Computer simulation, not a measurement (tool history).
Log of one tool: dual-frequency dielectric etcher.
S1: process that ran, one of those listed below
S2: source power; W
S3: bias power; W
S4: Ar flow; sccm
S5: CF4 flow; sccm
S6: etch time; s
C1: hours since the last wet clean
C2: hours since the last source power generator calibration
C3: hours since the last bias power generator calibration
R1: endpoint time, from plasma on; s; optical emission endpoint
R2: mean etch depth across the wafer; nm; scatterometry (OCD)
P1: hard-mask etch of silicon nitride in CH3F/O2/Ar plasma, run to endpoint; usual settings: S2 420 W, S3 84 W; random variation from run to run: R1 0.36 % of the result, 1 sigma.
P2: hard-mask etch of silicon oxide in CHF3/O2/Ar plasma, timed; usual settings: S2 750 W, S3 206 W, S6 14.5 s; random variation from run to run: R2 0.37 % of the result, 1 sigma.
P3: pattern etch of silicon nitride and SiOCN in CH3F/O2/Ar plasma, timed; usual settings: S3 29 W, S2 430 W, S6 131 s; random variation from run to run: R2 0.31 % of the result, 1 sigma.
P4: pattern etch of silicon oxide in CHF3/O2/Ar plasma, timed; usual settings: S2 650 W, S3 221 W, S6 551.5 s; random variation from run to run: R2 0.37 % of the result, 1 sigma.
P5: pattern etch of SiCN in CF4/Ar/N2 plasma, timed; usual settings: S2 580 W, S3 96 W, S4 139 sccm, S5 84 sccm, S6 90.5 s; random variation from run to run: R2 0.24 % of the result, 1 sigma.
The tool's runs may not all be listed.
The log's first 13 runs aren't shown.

run	day	S1	S2	S3	S4	S5	S6	C1	C2	C3	R1	R2
14	6.292	P2	750	206			19	468.3	2275	1073.5		42.756
15	6.796	P1	420	62				480.4	2287.1	1085.6	61.709	
16	7.242	P1	420	84				491.1	2297.8	1096.3	55.641	
17	7.662	P1	270	84				501.2	2307.9	1106.4	65.308	
18	8.075	P1	490	84				511.1	2317.8	1116.3	52.738	
19	8.383	P1	420	84				518.5	2325.2	1123.7	55.666	
20	8.85	P2	750	119			14.5	529.7	2336.4	1134.9		27.236
21	9.133	P1	420	84				536.5	2343.2	1141.7	55.505	
22	9.667	P4	650	221			829.5	549.3	2356	1154.5		1811.9
23	10.217	P4	390	221			551.5	562.5	2369.2	1167.7		994.42
24	10.758	P1	420	84				575.5	2382.2	1180.7	55.476	

Run 25 comes next. What will it give?
25	11.358	P1	490	102				589.9	2396.6	1195.1	?	

Run 25 gave R1 49.039 s.
